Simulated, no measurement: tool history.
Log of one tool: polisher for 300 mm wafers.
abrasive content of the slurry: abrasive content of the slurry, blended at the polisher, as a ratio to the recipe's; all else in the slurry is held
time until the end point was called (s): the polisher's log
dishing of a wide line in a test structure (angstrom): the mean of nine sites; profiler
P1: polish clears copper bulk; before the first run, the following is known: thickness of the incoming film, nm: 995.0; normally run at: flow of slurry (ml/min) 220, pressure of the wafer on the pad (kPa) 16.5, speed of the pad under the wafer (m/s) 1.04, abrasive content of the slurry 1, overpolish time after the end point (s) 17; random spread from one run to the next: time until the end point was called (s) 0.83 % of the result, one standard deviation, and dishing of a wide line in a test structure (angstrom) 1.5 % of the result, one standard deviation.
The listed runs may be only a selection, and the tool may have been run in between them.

run,hour,flow of slurry (ml/min),pressure of the wafer on the pad (kPa),speed of the pad under the wafer (m/s),abrasive content of the slurry,overpolish time after the end point (s),wafers polished on this pad,hours since the slurry nozzle was cleaned,hours since the head pressure was calibrated,hours since the slurry blender was calibrated,time until the end point was called (s),dishing of a wide line in a test structure (angstrom)
1,12,220,16.5,1.04,1,17,380,405.5,231.2,38.1,119.27,747.77
2,22.6,220,16.5,1.04,1,5,483,416.1,241.8,48.7,119.96,291.38
3,30.8,130,16.5,1.04,1,17,563,424.3,250,56.9,128.47,716.42
4,39.6,220,16.5,1.04,1,17,648,433.1,258.8,65.7,119.14,780.85
5,52.6,315,16.5,1.04,1,17,775,446.1,271.8,78.7,114.09,753.18
6,58.8,220,16.5,1.04,0.6,17,835,452.3,278,84.9,133.1,699.28
7,71.5,220,16.5,1.04,1.25,17,959,465,290.7,97.6,112.63,784.31
# hour 75.2: slurry blender recalibrated
8,81.1,220,16.5,1.04,1,17,1052,474.6,300.3,6,118.54,762.68
9,90,220,16.5,1.04,1,17,1139,483.5,309.2,14.9,118.12,751.23
10,100.6,220,8.3,1.04,1,17,1242,494.1,319.8,25.5,235.41,427.77
11,106.2,220,16.5,0.5,1,17,1297,499.7,325.4,31.1,245.61,442.17
12,112.1,220,16.5,1.04,1,25,1354,505.6,331.3,37,119.23,952.49
13,119.5,220,16.5,1.32,1,25,1426,513,338.7,44.4,94.351,1077.3
# hour 124.7: slurry nozzle cleaned
14,129.7,220,16.5,1.04,1,17,1525,5,348.9,54.6,118.9,782.69
# hour 129.9: worn pad replaced by a new one
15,138.6,220,24.1,1.04,1,17,85,13.9,357.8,63.5,82.096,1019.4

Run 16 has not been measured yet. What should we expect?
16,148.6,220,16.5,0.78,0.7,17,182,23.9,367.8,73.5,?,?

Run 16 measured time until the end point was called (s) 171.55, dishing of a wide line in a test structure (angstrom) 584.82.
